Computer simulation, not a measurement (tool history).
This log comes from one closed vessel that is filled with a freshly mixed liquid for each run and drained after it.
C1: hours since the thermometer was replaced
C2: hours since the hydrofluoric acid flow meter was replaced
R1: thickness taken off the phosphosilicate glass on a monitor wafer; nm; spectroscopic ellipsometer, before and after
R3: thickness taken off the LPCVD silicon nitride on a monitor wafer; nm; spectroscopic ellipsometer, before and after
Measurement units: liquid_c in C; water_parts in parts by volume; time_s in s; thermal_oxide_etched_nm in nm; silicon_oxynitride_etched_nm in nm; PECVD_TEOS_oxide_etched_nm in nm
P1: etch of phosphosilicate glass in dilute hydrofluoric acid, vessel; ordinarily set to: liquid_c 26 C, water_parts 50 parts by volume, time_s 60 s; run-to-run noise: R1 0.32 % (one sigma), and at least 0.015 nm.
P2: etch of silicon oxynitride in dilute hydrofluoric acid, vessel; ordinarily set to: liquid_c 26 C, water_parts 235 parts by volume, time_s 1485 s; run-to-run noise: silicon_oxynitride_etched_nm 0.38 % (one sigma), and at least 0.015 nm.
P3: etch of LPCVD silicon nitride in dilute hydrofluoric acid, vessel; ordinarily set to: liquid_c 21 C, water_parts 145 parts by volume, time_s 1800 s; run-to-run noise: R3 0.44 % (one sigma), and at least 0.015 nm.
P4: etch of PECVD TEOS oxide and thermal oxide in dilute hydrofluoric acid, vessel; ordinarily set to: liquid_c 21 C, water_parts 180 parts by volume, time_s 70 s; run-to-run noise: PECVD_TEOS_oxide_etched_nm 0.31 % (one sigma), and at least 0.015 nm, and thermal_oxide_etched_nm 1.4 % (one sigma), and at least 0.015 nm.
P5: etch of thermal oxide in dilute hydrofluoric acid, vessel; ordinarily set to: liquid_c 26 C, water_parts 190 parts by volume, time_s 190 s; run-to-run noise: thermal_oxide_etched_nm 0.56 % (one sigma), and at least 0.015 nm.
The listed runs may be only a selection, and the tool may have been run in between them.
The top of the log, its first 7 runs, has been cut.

Run 8, hour 25.5: process P5, liquid_c 31 C, water_parts 190 parts by volume, time_s 190 s; C1 1061.4; C2 500.1. Result: thermal_oxide_etched_nm 5.4743 nm.
Run 9, hour 29.2: process P1, liquid_c 26 C, water_parts 75 parts by volume, time_s 60 s; C1 1065.1; C2 503.8. Result: R1 84.335 nm.
Run 10, hour 31.9: process P1, liquid_c 26 C, water_parts 50 parts by volume, time_s 60 s; C1 1067.8; C2 506.5. Result: R1 130.92 nm.
Run 11, hour 35.7: process P1, liquid_c 22.5 C, water_parts 30 parts by volume, time_s 60 s; C1 1071.6; C2 510.3. Result: R1 192.71 nm.
Run 12, hour 40.2: process P2, liquid_c 26 C, water_parts 375 parts by volume, time_s 1485 s; C1 1076.1; C2 514.8. Result: silicon_oxynitride_etched_nm 4.9824 nm.
Run 13, hour 45: process P4, liquid_c 21 C, water_parts 180 parts by volume, time_s 70 s; C1 1080.9; C2 519.6. Result: thermal_oxide_etched_nm 1.4653 nm, PECVD_TEOS_oxide_etched_nm 9.3561 nm.
Run 14, hour 49.8: process P1, liquid_c 26 C, water_parts 50 parts by volume, time_s 60 s; C1 1085.7; C2 524.4. Result: R1 130.17 nm.
Run 15, hour 53.5: process P1, liquid_c 26 C, water_parts 20 parts by volume, time_s 60 s; C1 1089.4; C2 528.1. Result: R1 342.36 nm.
Run 16, hour 57.5: process P5, liquid_c 26 C, water_parts 190 parts by volume, time_s 30 s; C1 1093.4; C2 532.1. Result: thermal_oxide_etched_nm 0.72131 nm.
Run 17, hour 59.7: process P1, liquid_c 26 C, water_parts 50 parts by volume, time_s 60 s; C1 1095.6; C2 534.3. Result: R1 130.1 nm.
Run 18, hour 63.6: process P1, liquid_c 18.5 C, water_parts 50 parts by volume, time_s 60 s; C1 1099.5; C2 538.2. Result: R1 95.709 nm.
Run 19, hour 67.6: process P3, liquid_c 21 C, water_parts 145 parts by volume, time_s 1800 s; C1 1103.5; C2 542.2. Result: R3 5.1632 nm.
Run 20, hour 69.7: process P2, liquid_c 26 C, water_parts 235 parts by volume, time_s 2570 s; C1 1105.6; C2 544.3. Result: silicon_oxynitride_etched_nm 15.194 nm.
Run 21, hour 74: process P1, liquid_c 26 C, water_parts 50 parts by volume, time_s 60 s; C1 1109.9; C2 548.6. Result: R1 130.46 nm.
Run 22, hour 76.2: process P4, liquid_c 21 C, water_parts 35 parts by volume, time_s 70 s; C1 1112.1; C2 550.8. Result: thermal_oxide_etched_nm 9.2177 nm, PECVD_TEOS_oxide_etched_nm 57.089 nm.

Forecast run 23:
Run 23, hour 78.5: process P3, liquid_c 21 C, water_parts 145 parts by volume, time_s 30 s; C1 1114.4; C2 553.1. Result: R3 ?.

R3: 0.084217 nm
